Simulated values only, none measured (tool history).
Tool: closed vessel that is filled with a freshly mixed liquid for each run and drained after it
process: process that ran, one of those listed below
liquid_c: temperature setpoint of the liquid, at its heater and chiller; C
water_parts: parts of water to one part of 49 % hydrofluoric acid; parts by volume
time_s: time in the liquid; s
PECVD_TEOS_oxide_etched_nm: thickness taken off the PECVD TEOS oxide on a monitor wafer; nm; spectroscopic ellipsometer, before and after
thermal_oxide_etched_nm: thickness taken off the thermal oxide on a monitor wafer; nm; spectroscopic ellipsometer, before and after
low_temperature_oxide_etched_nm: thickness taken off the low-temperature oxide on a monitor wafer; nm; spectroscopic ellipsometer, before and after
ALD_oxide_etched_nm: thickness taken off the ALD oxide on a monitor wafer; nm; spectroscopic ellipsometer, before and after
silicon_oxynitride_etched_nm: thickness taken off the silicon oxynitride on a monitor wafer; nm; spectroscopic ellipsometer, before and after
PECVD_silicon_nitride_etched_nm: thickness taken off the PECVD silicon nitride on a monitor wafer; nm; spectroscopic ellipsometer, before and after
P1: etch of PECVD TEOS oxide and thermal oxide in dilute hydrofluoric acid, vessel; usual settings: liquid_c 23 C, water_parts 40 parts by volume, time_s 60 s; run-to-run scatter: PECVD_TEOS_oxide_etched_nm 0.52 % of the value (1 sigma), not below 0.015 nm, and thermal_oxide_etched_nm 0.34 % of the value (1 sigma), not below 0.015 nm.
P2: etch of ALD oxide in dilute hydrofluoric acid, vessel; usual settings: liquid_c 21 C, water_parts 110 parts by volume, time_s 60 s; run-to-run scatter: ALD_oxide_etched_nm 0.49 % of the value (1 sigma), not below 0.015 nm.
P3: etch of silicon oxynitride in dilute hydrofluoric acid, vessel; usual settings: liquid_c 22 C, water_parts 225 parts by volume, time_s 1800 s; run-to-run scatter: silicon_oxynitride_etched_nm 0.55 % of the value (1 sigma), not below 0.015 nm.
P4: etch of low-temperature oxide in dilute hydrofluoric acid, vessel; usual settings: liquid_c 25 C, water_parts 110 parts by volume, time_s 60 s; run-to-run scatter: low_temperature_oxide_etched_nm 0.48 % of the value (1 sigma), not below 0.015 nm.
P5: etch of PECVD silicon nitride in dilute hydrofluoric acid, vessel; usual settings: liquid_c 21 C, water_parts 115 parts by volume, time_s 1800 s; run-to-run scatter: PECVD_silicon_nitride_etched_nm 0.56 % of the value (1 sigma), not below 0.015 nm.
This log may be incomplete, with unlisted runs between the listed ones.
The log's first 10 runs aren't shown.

run     day  process  liquid_c  water_parts  time_s  hours since the thermometer was replaced  hours since the hydrofluoric acid flow meter was replaced  PECVD_TEOS_oxide_etched_nm  thermal_oxide_etched_nm  low_temperature_oxide_etched_nm  ALD_oxide_etched_nm  silicon_oxynitride_etched_nm  PECVD_silicon_nitride_etched_nm
 11   3.917       P2        21          110      30                                    1108.3                                                       1040                                                                                                     6.7619
 12   4.412       P1      27.5           40      95                                    1120.2                                                     1051.9                      58.943                   12.762
 13   4.854       P1        23           40      60                                    1130.8                                                     1062.5                      31.154                   6.6865
 14   5.279       P1        23           40      60                                      1141                                                     1072.7                       31.38                   6.6316
 15   5.762       P1        28           40      60                                    1152.6                                                     1084.3                      37.823                   8.2105
 16     6.2       P2        25          110      60                                    1163.1                                                     1094.8                                                                                                     15.821
 17   6.446       P4        25          160      60                                      1169                                                     1100.7                                                                                8.4784
 18   6.862       P2        21          110      60                                      1179                                                     1110.7                                                                                                     13.508
 19   7.271       P5        21          115    1800                                    1188.8                                                     1120.5                                                                                                                                                                    25.891
 20   7.621       P3        17          225    1800                                    1197.2                                                     1128.9                                                                                                                                   8.6108
 21   7.871       P1        19           20      60                                    1203.2                                                     1134.9                      53.734                   11.534
 22     8.1       P5        21          115     220                                    1208.7                                                     1140.4                                                                                                                                                                    3.1433
 23   8.558       P5        21          165    1800                                    1219.7                                                     1151.4                                                                                                                                                                    18.161
 24   8.833       P5        21          115    1800                                    1226.3                                                       1158                                                                                                                                                                    26.113
 25   9.104       P5      29.5          115    1800                                    1232.8                                                     1164.5                                                                                                                                                                    45.063
 26   9.567       P3        22          225    1800                                    1243.9                                                     1175.6                                                                                                                                   10.885
 27   9.912       P4      17.5          110      60                                    1252.2                                                     1183.9                                                                                9.5902
 28    10.4       P1        23           40      30                                    1263.9                                                     1195.6                      15.566                   3.3254
 29  10.904       P2        21          110      60                                      1276                                                     1207.7                                                                                                     13.644

What does the tool deliver on the next run?
 30  11.329       P1        23           40      60                                    1286.2                                                     1217.9                           ?                        ?

PECVD_TEOS_oxide_etched_nm: 30.973 nm
thermal_oxide_etched_nm: 6.6642 nm
